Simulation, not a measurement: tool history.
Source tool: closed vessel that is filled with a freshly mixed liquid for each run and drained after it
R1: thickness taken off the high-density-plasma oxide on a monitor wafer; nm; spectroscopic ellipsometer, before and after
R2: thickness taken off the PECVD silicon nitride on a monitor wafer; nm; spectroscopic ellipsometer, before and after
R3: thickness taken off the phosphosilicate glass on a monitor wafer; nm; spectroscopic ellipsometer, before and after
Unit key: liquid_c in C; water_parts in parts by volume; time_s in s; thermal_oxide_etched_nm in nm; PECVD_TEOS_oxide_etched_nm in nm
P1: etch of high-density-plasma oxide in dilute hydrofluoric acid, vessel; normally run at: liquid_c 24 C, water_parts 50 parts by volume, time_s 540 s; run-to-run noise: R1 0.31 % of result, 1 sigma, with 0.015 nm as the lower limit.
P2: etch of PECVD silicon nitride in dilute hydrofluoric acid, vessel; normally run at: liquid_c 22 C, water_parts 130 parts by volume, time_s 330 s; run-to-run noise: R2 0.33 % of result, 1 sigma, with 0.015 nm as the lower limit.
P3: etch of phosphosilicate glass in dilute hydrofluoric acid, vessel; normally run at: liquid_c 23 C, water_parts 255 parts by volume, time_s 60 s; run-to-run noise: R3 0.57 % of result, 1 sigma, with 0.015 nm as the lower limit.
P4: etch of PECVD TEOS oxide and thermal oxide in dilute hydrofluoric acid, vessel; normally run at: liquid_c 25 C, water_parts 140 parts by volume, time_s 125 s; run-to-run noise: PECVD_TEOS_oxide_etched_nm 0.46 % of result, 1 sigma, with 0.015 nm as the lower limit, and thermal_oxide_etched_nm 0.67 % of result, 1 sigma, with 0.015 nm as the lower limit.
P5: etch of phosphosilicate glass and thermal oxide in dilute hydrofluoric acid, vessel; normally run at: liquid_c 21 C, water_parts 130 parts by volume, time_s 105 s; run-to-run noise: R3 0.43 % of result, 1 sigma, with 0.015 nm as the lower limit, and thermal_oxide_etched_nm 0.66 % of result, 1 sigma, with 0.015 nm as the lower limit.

run 1 hour=5.2 | process=P1 liquid_c=24 water_parts=50 time_s=540 | R1=60.068
run 2 hour=8.9 | process=P1 liquid_c=24 water_parts=50 time_s=540 | R1=60.293
run 3 hour=12 | process=P1 liquid_c=24 water_parts=50 time_s=540 | R1=60.092
run 4 hour=17.8 | process=P1 liquid_c=24 water_parts=30 time_s=540 | R1=102.69
run 5 hour=23.1 | process=P1 liquid_c=24 water_parts=50 time_s=540 | R1=59.968
run 6 hour=26.8 | process=P1 liquid_c=24 water_parts=50 time_s=540 | R1=60.113
run 7 hour=31.5 | process=P1 liquid_c=31 water_parts=50 time_s=540 | R1=79.729
run 8 hour=34.9 | process=P1 liquid_c=18 water_parts=20 time_s=540 | R1=120.73
run 9 hour=38.5 | process=P2 liquid_c=17 water_parts=130 time_s=330 | R2=6.9437
run 10 hour=43.7 | process=P1 liquid_c=24 water_parts=80 time_s=540 | R1=36.18
run 11 hour=49 | process=P5 liquid_c=21 water_parts=130 time_s=30 | R3=11.79 thermal_oxide_etched_nm=0.90052
run 12 hour=54.9 | process=P3 liquid_c=23 water_parts=50 time_s=60 | R3=240.39
run 13 hour=60.8 | process=P5 liquid_c=21 water_parts=130 time_s=105 | R3=41.596 thermal_oxide_etched_nm=3.1982
run 14 hour=64.3 | process=P3 liquid_c=23 water_parts=255 time_s=85 | R3=53.018
run 15 hour=69.5 | process=P4 liquid_c=25 water_parts=140 time_s=30 | thermal_oxide_etched_nm=0.96484 PECVD_TEOS_oxide_etched_nm=1.8216
run 16 hour=73.8 | process=P5 liquid_c=21 water_parts=130 time_s=105 | R3=41.697 thermal_oxide_etched_nm=3.2016
run 17 hour=79.6 | process=P2 liquid_c=22 water_parts=35 time_s=330 | R2=35.297
run 18 hour=82.3 | process=P2 liquid_c=22 water_parts=130 time_s=625 | R2=18.403
run 19 hour=88.1 | process=P4 liquid_c=25 water_parts=140 time_s=125 | thermal_oxide_etched_nm=3.9448 PECVD_TEOS_oxide_etched_nm=7.4294
run 20 hour=91.9 | process=P4 liquid_c=32.5 water_parts=140 time_s=125 | thermal_oxide_etched_nm=5.1509 PECVD_TEOS_oxide_etched_nm=9.8683
run 21 hour=97.2 | process=P2 liquid_c=22 water_parts=130 time_s=330 | R2=9.7543
run 22 hour=100.9 | process=P1 liquid_c=24 water_parts=50 time_s=540 | R1=60.501
run 23 hour=104 | process=P3 liquid_c=23 water_parts=255 time_s=60 | R3=37.043
run 24 hour=107.7 | process=P1 liquid_c=17 water_parts=50 time_s=540 | R1=44.531
run 25 hour=112.9 | process=P5 liquid_c=21 water_parts=35 time_s=105 | R3=172.27 thermal_oxide_etched_nm=13.289
run 26 hour=116 | process=P1 liquid_c=24 water_parts=50 time_s=540 | R1=59.825
run 27 hour=119.6 | process=P1 liquid_c=24 water_parts=50 time_s=915 | R1=101.63
run 28 hour=123 | process=P3 liquid_c=23 water_parts=255 time_s=60 | R3=36.964
run 29 hour=127 | process=P4 liquid_c=25 water_parts=70 time_s=125 | thermal_oxide_etched_nm=8.6597 PECVD_TEOS_oxide_etched_nm=16.217
run 30 hour=131.4 | process=P3 liquid_c=17 water_parts=255 time_s=60 | R3=29.878
run 31 hour=135.1 | process=P1 liquid_c=24 water_parts=50 time_s=30 | R1=3.3247
run 32 hour=139.6 | process=P5 liquid_c=29 water_parts=130 time_s=105 | R3=56.194 thermal_oxide_etched_nm=4.3865
run 33 hour=142.5 | process=P1 liquid_c=24 water_parts=50 time_s=540 | R1=60.198
run 34 hour=148.3 | process=P1 liquid_c=24 water_parts=50 time_s=540 | R1=63.104
run 35 hour=151.3 | process=P1 liquid_c=24 water_parts=50 time_s=540 | R1=63.31
run 36 hour=156.4 | process=P1 liquid_c=24 water_parts=50 time_s=540 | R1=64.441
run 37 hour=159.5 | process=P1 liquid_c=24 water_parts=50 time_s=540 | R1=64.713
run 38 hour=162.9 | process=P1 liquid_c=24 water_parts=50 time_s=540 | R1=65.15
run 39 hour=166.5 | process=P1 liquid_c=24 water_parts=50 time_s=540 | R1=65.209
run 40 hour=169.1 | process=P1 liquid_c=24 water_parts=50 time_s=540 | R1=65.305
run 41 hour=174.2 | process=P1 liquid_c=24 water_parts=50 time_s=540 | R1=65.625
run 42 hour=177.9 | process=P1 liquid_c=24 water_parts=50 time_s=540 | R1=65.909
run 43 hour=182.3 | process=P1 liquid_c=24 water_parts=50 time_s=540 | R1=65.991

P1 no longer gives what it gave before; its output has crept away from where it was. The following 2 causes, each at its listed size, fit the log equally well:
A: hydrofluoric acid flow above the setpoint (%) = 8.85
B: liquid hotter than its thermometer reads (K) = 2.22
The process output started creeping at around hour 142.5.

Consider the 4 single-wafer check runs listed below, results given as question marks: which one distinguishes between the causes by giving clearly different results for each?
run check 1 hour=186.7 | process=P3 liquid_c=23 water_parts=55 time_s=60 | R3=?
run check 2 hour=186.7 | process=P2 liquid_c=17 water_parts=45 time_s=330 | R2=?
run check 3 hour=186.7 | process=P4 liquid_c=25 water_parts=95 time_s=125 | thermal_oxide_etched_nm=? PECVD_TEOS_oxide_etched_nm=?
run check 4 hour=186.7 | process=P5 liquid_c=21 water_parts=45 time_s=30 | R3=? thermal_oxide_etched_nm=?

How each check would come out, cause by cause:
check=check_1 result=R3 if_A=236.53 if_B=236.62
check=check_2 result=R2 if_A=21.088 if_B=22.725
check=check_3 result=thermal_oxide_etched_nm if_A=6.8215 if_B=6.7672
check=check_3 result=PECVD_TEOS_oxide_etched_nm if_A=12.802 if_B=12.7
check=check_4 result=R3 if_A=41.384 if_B=41.539
check=check_4 result=thermal_oxide_etched_nm if_A=3.204 if_B=3.2159
Minimum pairwise separation of causes per check, each pair taken at its best-separating result: check 1 0.04 %; check 2 7.48 %; check 3 0.8 %; check 4 0.37 %
The causes can be told apart only by check 2. The other checks would give nearly the same results under each of them.

Check 2 was carried out, with these results: R2 21.075 nm. Which of the listed causes is responsible?

It is A: hydrofluoric acid flow above the setpoint (%).

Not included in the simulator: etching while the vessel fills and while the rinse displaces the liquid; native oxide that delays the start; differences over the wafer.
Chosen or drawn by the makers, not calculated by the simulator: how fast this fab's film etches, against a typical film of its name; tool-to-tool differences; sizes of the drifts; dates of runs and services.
